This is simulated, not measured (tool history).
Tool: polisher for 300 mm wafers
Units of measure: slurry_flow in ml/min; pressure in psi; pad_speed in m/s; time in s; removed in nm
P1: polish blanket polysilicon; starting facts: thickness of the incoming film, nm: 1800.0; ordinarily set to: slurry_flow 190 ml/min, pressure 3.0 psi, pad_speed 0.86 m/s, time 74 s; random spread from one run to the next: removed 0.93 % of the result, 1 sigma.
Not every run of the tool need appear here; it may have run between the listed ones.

Run 1, hour 5.8: slurry_flow 190 ml/min, pressure 3.0 psi, pad_speed 0.86 m/s, time 74 s. Result: removed 685.93 nm.
Run 2, hour 17.6: slurry_flow 190 ml/min, pressure 1.8 psi, pad_speed 0.86 m/s, time 74 s. Result: removed 424.63 nm.
Run 3, hour 27.3: slurry_flow 190 ml/min, pressure 3.0 psi, pad_speed 0.86 m/s, time 74 s. Result: removed 709.94 nm.
Run 4, hour 35.6: slurry_flow 240 ml/min, pressure 3.0 psi, pad_speed 0.86 m/s, time 74 s. Result: removed 709.42 nm.
Run 5, hour 48.3: slurry_flow 190 ml/min, pressure 3.0 psi, pad_speed 0.86 m/s, time 74 s. Result: removed 703.74 nm.
Run 6, hour 59.7: slurry_flow 190 ml/min, pressure 3.0 psi, pad_speed 0.86 m/s, time 74 s. Result: removed 690.65 nm.
Run 7, hour 68.0: slurry_flow 190 ml/min, pressure 3.0 psi, pad_speed 0.86 m/s, time 94 s. Result: removed 882.86 nm.
Run 8, hour 79.2: slurry_flow 115 ml/min, pressure 3.0 psi, pad_speed 0.86 m/s, time 74 s. Result: removed 648.34 nm.
Run 9, hour 85.7: slurry_flow 190 ml/min, pressure 3.0 psi, pad_speed 0.56 m/s, time 74 s. Result: removed 446.13 nm.
Run 10, hour 94.4: slurry_flow 190 ml/min, pressure 3.0 psi, pad_speed 0.86 m/s, time 44 s. Result: removed 412.50 nm.
Run 11, hour 101.2: slurry_flow 190 ml/min, pressure 4.5 psi, pad_speed 0.86 m/s, time 104 s. Result: removed 1500.20 nm.
At hour 107.7: head pressure recalibrated.
Run 12, hour 113.6: slurry_flow 190 ml/min, pressure 3.0 psi, pad_speed 0.86 m/s, time 74 s. Result: removed 705.77 nm.
Run 13, hour 124.9: slurry_flow 190 ml/min, pressure 4.5 psi, pad_speed 0.56 m/s, time 74 s. Result: removed 691.54 nm.

Run 14 comes next. What will it give?
Run 14, hour 134.7: slurry_flow 190 ml/min, pressure 3.0 psi, pad_speed 1.18 m/s, time 74 s. Result: removed ?.

Run 14 gave removed 954.12 nm.

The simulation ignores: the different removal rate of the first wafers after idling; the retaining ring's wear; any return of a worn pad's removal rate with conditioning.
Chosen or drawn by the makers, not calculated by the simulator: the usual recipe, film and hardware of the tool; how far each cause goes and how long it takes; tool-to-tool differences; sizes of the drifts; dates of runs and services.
